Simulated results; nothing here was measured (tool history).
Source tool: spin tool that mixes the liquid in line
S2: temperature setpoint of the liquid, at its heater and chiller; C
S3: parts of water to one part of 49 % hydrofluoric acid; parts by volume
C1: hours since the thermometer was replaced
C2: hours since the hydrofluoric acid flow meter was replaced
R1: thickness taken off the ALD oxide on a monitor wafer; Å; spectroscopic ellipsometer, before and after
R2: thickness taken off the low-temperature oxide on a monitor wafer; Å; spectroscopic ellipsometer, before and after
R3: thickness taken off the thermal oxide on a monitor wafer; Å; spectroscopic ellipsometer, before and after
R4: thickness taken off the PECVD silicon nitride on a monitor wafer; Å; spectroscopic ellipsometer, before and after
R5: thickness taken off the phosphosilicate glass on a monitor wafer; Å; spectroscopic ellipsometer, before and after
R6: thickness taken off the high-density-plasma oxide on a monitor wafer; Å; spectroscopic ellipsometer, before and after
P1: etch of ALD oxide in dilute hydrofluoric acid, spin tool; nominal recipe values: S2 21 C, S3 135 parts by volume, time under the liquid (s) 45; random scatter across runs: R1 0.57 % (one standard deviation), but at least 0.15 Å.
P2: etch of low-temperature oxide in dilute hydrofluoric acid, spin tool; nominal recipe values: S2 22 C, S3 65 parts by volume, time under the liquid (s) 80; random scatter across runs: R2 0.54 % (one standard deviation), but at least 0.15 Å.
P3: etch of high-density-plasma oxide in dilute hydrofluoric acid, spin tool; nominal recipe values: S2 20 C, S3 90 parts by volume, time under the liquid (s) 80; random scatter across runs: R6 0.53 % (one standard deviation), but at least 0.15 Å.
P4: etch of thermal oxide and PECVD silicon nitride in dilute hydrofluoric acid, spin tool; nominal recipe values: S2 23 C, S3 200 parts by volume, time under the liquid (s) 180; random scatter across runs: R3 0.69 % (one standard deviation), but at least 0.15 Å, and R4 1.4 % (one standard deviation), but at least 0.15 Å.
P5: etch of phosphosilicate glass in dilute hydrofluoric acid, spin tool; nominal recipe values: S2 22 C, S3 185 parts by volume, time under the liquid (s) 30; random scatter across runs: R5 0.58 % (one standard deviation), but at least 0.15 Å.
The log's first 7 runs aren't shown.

Run 8, hour 100.7: process that ran P1, S2 21 C, S3 135 parts by volume, time under the liquid (s) 80; C1 1564.1; C2 452.7. Result: R1 103.66 Å.
Run 9, hour 110.9: process that ran P5, S2 22 C, S3 185 parts by volume, time under the liquid (s) 15; C1 1574.3; C2 462.9. Result: R5 65.118 Å.
Run 10, hour 123: process that ran P2, S2 30.5 C, S3 65 parts by volume, time under the liquid (s) 80; C1 1586.4; C2 475. Result: R2 244.43 Å.
At hour 125.1: thermometer replaced.
Run 11, hour 135.8: process that ran P1, S2 25 C, S3 135 parts by volume, time under the liquid (s) 45; C1 10.8; C2 487.8. Result: R1 68.074 Å.
Run 12, hour 143.4: process that ran P2, S2 22 C, S3 110 parts by volume, time under the liquid (s) 80; C1 18.4; C2 495.4. Result: R2 97.611 Å.
Run 13, hour 155.7: process that ran P4, S2 17.5 C, S3 200 parts by volume, time under the liquid (s) 180; C1 30.7; C2 507.7. Result: R3 28.863 Å, R4 9.9799 Å.
Run 14, hour 170.7: process that ran P5, S2 22 C, S3 185 parts by volume, time under the liquid (s) 30; C1 45.7; C2 522.7. Result: R5 129.71 Å.
Run 15, hour 186.5: process that ran P3, S2 20 C, S3 90 parts by volume, time under the liquid (s) 150; C1 61.5; C2 538.5. Result: R6 87.922 Å.
Run 16, hour 200.7: process that ran P3, S2 20 C, S3 90 parts by volume, time under the liquid (s) 80; C1 75.7; C2 552.7. Result: R6 46.817 Å.
Run 17, hour 212.1: process that ran P4, S2 23 C, S3 200 parts by volume, time under the liquid (s) 330; C1 87.1; C2 564.1. Result: R3 65.026 Å, R4 26.127 Å.
Run 18, hour 221.2: process that ran P1, S2 21 C, S3 230 parts by volume, time under the liquid (s) 45; C1 96.2; C2 573.2. Result: R1 31.259 Å.
Run 19, hour 237: process that ran P3, S2 17 C, S3 90 parts by volume, time under the liquid (s) 80; C1 112; C2 589. Result: R6 41.195 Å.
Run 20, hour 245.9: process that ran P2, S2 22 C, S3 65 parts by volume, time under the liquid (s) 160; C1 120.9; C2 597.9. Result: R2 347.9 Å.
Run 21, hour 261.7: process that ran P1, S2 17 C, S3 35 parts by volume, time under the liquid (s) 45; C1 136.7; C2 613.7. Result: R1 214.01 Å.
Run 22, hour 269.5: process that ran P4, S2 23 C, S3 200 parts by volume, time under the liquid (s) 180; C1 144.5; C2 621.5. Result: R3 35.916 Å, R4 14.824 Å.
Run 23, hour 282.7: process that ran P5, S2 17 C, S3 185 parts by volume, time under the liquid (s) 30; C1 157.7; C2 634.7. Result: R5 106.9 Å.
Run 24, hour 297.1: process that ran P5, S2 22 C, S3 185 parts by volume, time under the liquid (s) 30; C1 172.1; C2 649.1. Result: R5 131.45 Å.
Run 25, hour 306.2: process that ran P1, S2 21 C, S3 135 parts by volume, time under the liquid (s) 45; C1 181.2; C2 658.2. Result: R1 58.24 Å.
Run 26, hour 321.2: process that ran P3, S2 20 C, S3 145 parts by volume, time under the liquid (s) 80; C1 196.2; C2 673.2. Result: R6 27.773 Å.
Run 27, hour 329.7: process that ran P1, S2 17 C, S3 135 parts by volume, time under the liquid (s) 45; C1 204.7; C2 681.7. Result: R1 50.406 Å.
Run 28, hour 341.4: process that ran P1, S2 21 C, S3 135 parts by volume, time under the liquid (s) 45; C1 216.4; C2 693.4. Result: R1 58.867 Å.
Run 29, hour 357: process that ran P1, S2 21 C, S3 135 parts by volume, time under the liquid (s) 15; C1 232; C2 709. Result: R1 19.463 Å.
Run 30, hour 368.6: process that ran P1, S2 21 C, S3 135 parts by volume, time under the liquid (s) 45; C1 243.6; C2 720.6. Result: R1 58.498 Å.
Run 31, hour 381.6: process that ran P1, S2 21 C, S3 135 parts by volume, time under the liquid (s) 45; C1 256.6; C2 733.6. Result: R1 60.882 Å.
Run 32, hour 390.7: process that ran P1, S2 21 C, S3 135 parts by volume, time under the liquid (s) 45; C1 265.7; C2 742.7. Result: R1 61.493 Å.

What does the tool deliver on the next run?
Run 33, hour 402.9: process that ran P1, S2 21 C, S3 135 parts by volume, time under the liquid (s) 45; C1 277.9; C2 754.9. Result: R1 ?.

Run 33 yielded R1 62.747 Å.
